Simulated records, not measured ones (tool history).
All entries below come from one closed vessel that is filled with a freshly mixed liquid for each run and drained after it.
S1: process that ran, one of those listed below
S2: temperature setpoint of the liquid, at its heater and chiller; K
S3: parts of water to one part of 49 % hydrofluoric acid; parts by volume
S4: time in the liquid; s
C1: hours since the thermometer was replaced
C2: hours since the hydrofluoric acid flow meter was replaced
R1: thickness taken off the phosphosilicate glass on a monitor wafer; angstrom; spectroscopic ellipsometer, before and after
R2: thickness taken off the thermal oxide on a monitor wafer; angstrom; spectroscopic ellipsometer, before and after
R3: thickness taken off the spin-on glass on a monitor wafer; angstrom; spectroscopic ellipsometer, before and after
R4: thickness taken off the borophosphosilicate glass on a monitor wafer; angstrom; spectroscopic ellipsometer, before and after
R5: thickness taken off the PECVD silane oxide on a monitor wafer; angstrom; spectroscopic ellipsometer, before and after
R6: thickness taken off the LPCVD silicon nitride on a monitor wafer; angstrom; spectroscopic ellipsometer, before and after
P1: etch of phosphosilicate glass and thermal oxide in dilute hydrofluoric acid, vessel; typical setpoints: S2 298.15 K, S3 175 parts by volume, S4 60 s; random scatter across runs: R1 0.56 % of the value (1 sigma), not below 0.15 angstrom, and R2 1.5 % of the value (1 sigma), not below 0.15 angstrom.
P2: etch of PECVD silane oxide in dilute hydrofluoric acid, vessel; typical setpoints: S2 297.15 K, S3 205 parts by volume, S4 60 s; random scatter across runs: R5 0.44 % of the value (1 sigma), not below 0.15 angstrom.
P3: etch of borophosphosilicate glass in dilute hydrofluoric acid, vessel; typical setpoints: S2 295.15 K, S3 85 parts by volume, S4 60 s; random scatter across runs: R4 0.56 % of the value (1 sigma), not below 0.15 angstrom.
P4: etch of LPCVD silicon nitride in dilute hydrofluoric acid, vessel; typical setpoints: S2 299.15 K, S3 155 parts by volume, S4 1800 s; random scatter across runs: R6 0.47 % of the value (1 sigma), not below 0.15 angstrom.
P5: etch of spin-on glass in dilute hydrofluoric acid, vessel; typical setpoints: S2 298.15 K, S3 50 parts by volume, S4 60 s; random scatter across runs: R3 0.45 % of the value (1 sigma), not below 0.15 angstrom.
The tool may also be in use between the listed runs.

run	hour	S1	S2	S3	S4	C1	C2	R1	R2	R3	R4	R5	R6
1	4.4	P1	298.15	175	60	686.6	264.8	323.27	15.2820				
2	8.0	P5	298.15	50	60	690.2	268.4			471.58			
3	12.3	P3	300.15	85	60	694.5	272.7				359.97		
4	15.6	P2	297.15	205	90	697.8	276.0					113.860	
5	20.2	P1	298.15	175	60	702.4	280.6	325.82	14.9770				
6	24.9	P4	299.15	155	3420	707.1	285.3						122.100
7	29.7	P3	295.15	120	60	711.9	290.1				201.93		
8	32.0	P4	293.15	155	1800	714.2	292.4						43.697
9	34.6	P2	297.15	205	60	716.8	295.0					75.366	
10	38.0	P4	299.15	235	1800	720.2	298.4						42.926
11	42.3	P5	298.15	50	60	724.5	302.7			474.90			
12	44.9	P1	298.15	260	60	727.1	305.3	198.35	9.5220				
13	47.6	P1	298.15	175	60	729.8	308.0	325.17	14.3080				
14	51.1	P1	305.65	175	60	733.3	311.5	421.51	19.5040				
15	53.4	P1	298.15	85	60	735.6	313.8	747.61	34.5020				
16	56.1	P3	295.15	85	60	738.3	316.5				294.10		
17	60.6	P1	290.15	175	60	742.8	321.0	238.60	11.0460				
18	65.1	P1	298.15	115	40	747.3	325.5	353.77	16.3960				
19	69.5	P2	297.15	85	60	751.7	329.9					207.160	
20	71.7	P2	301.15	205	60	753.9	332.1					87.624	
21	74.1	P3	295.15	85	60	756.3	334.5				294.25		
22	78.4	P1	298.15	175	115	760.6	338.8	622.06	28.1530				
23	80.7	P4	299.15	155	1800	762.9	341.1						64.575
24	84.6	P2	297.15	205	60	766.8	345.0					75.118	
25	88.8	P1	298.15	175	60	771.0	349.2	325.53	14.9480				
26	92.6	P4	299.15	155	1800	774.8	353.0						64.138
27	95.4	P1	298.15	175	60	777.6	355.8	324.27	14.9420				
28	97.9	P5	304.15	50	60	780.1	358.3			602.05			
29	102.6	P5	298.15	85	60	784.8	363.0			266.90			
30	105.8	P3	295.15	85	30	788.0	366.2				147.31		
31	110.3	P1	298.15	175	30	792.5	370.7	163.23	7.3994				
32	112.8	P5	298.15	50	30	795.0	373.2			236.80			
33	116.4	P1	298.15	175	60	798.6	376.8	323.97	15.4490				
34	118.6	P1	298.15	175	60	800.8	379.0	332.40	15.4770				
35	122.4	P1	298.15	175	60	804.6	382.8	340.36	16.2520				
36	125.6	P1	298.15	175	60	807.8	386.0	340.36	16.4580				
37	128.5	P1	298.15	175	60	810.7	388.9	347.66	16.5890				
38	132.0	P1	298.15	175	60	814.2	392.4	351.11	16.6790				
39	135.4	P1	298.15	175	60	817.6	395.8	349.50	16.4700				

The output of P1 has drifted from where it used to be. Each of the 2 causes below, taken at the size shown beside it, accounts for the log equally well:
A: hydrofluoric acid flow above the setpoint (%) = 6.1
B: liquid hotter than its thermometer reads (K) = 1.93
Creep in the process output first set in at about hour 116.4.

Which of the 4 check runs listed below separates the causes, so that each cause would produce a clearly different result? Each run uses one wafer, and its results are marked with question marks.
check 1	138.8	P4	299.15	230	2520								?
check 2	138.8	P5	302.15	75	60					?			
check 3	138.8	P2	300.65	205	60							?	
check 4	138.8	P3	299.65	85	40						?		

Check results expected under each cause:
check	result	if A	if B
check 1	R6	64.652	68.518
check 2	R3	381.05	384.34
check 3	R5	91.914	91.425
check 4	R4	251.21	253.53
How far apart the two closest causes lie, in the result that separates them most: check 1 5.81 %; check 2 0.86 %; check 3 0.53 %; check 4 0.92 %
Check 1 distinguishes between the causes, while the remaining checks would return nearly the same result for all of them.

The results of check 1 are: R6 68.127 angstrom. Based on these, which of the listed causes is it?

It was cause B: liquid hotter than its thermometer reads (K).
